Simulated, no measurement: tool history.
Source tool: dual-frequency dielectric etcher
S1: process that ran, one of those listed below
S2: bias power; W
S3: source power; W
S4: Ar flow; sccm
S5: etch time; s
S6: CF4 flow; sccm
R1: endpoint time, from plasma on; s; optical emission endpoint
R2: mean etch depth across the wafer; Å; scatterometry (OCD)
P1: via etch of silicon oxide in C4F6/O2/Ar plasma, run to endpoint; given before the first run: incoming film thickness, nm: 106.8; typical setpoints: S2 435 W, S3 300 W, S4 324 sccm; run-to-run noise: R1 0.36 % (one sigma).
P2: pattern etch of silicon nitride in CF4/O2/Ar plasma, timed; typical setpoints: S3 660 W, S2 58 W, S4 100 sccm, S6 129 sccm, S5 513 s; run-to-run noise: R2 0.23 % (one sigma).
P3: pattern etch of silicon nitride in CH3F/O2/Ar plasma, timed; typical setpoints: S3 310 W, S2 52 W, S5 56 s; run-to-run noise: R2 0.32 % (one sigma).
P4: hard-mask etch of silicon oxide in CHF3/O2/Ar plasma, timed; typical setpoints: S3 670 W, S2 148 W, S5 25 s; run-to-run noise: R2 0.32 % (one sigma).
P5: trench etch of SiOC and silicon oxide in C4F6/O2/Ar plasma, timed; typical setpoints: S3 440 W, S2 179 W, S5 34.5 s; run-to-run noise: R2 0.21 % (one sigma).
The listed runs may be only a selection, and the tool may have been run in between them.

{"run": 1, "day": 0.521, "S1": "P1", "S2": 435, "S3": 300, "S4": 324, "R1": 28.142}
{"run": 2, "day": 1.1, "S1": "P1", "S2": 435, "S3": 250, "S4": 249, "R1": 29.257}
{"run": 3, "day": 1.658, "S1": "P3", "S2": 52, "S3": 310, "S5": 56, "R2": 316.49}
{"day": 2.121, "done": "wet clean of the chamber"}
{"run": 4, "day": 2.158, "S1": "P1", "S2": 435, "S3": 300, "S4": 436, "R1": 29.331}
{"run": 5, "day": 2.642, "S1": "P1", "S2": 557, "S3": 300, "S4": 324, "R1": 25.9}
{"run": 6, "day": 3.346, "S1": "P3", "S2": 62, "S3": 310, "S5": 56, "R2": 335.87}
{"run": 7, "day": 3.75, "S1": "P3", "S2": 52, "S3": 310, "S5": 80.5, "R2": 453.58}
{"run": 8, "day": 4.204, "S1": "P1", "S2": 304, "S3": 300, "S4": 324, "R1": 32.231}
{"run": 9, "day": 4.55, "S1": "P5", "S2": 179, "S3": 440, "S5": 34.5, "R2": 691.25}
{"run": 10, "day": 5.292, "S1": "P2", "S2": 58, "S3": 660, "S4": 79, "S5": 513, "S6": 129, "R2": 14182}
{"run": 11, "day": 6.008, "S1": "P1", "S2": 577, "S3": 370, "S4": 324, "R1": 23.461}
{"run": 12, "day": 6.483, "S1": "P1", "S2": 435, "S3": 300, "S4": 324, "R1": 28.362}
{"run": 13, "day": 7.225, "S1": "P5", "S2": 141, "S3": 440, "S5": 34.5, "R2": 641.89}
{"run": 14, "day": 7.796, "S1": "P5", "S2": 179, "S3": 440, "S5": 19, "R2": 380.55}
{"run": 15, "day": 8.296, "S1": "P4", "S2": 148, "S3": 670, "S5": 25, "R2": 458.95}
{"run": 16, "day": 8.962, "S1": "P5", "S2": 179, "S3": 440, "S5": 34.5, "R2": 688.83}
{"run": 17, "day": 9.621, "S1": "P5", "S2": 179, "S3": 580, "S5": 34.5, "R2": 770.01}
{"run": 18, "day": 10.017, "S1": "P1", "S2": 435, "S3": 390, "S4": 324, "R1": 25.629}
{"run": 19, "day": 10.738, "S1": "P3", "S2": 52, "S3": 190, "S5": 56, "R2": 262.12}
{"run": 20, "day": 11.283, "S1": "P1", "S2": 435, "S3": 300, "S4": 227, "R1": 27.303}
{"run": 21, "day": 11.696, "S1": "P1", "S2": 435, "S3": 300, "S4": 324, "R1": 28.307}
{"run": 22, "day": 12.058, "S1": "P2", "S2": 58, "S3": 660, "S4": 100, "S5": 513, "S6": 160, "R2": 14138}
{"run": 23, "day": 12.454, "S1": "P2", "S2": 38, "S3": 660, "S4": 100, "S5": 513, "S6": 129, "R2": 11939}
{"run": 24, "day": 12.833, "S1": "P2", "S2": 58, "S3": 660, "S4": 100, "S5": 741.5, "S6": 129, "R2": 20021}
{"run": 25, "day": 13.221, "S1": "P4", "S2": 92, "S3": 670, "S5": 25, "R2": 400.94}
{"run": 26, "day": 13.892, "S1": "P1", "S2": 435, "S3": 300, "S4": 324, "R1": 28.356}
{"run": 27, "day": 14.554, "S1": "P3", "S2": 52, "S3": 310, "S5": 56, "R2": 316.81}
{"run": 28, "day": 15.154, "S1": "P4", "S2": 148, "S3": 670, "S5": 34.5, "R2": 642.14}
{"run": 29, "day": 15.638, "S1": "P1", "S2": 435, "S3": 210, "S4": 324, "R1": 32.316}

Run 30, settings as shown, results not yet in. Your forecast:
{"run": 30, "day": 16.262, "S1": "P2", "S2": 58, "S3": 490, "S4": 100, "S5": 513, "S6": 129, "R2": "?"}

R2: 10686 Å
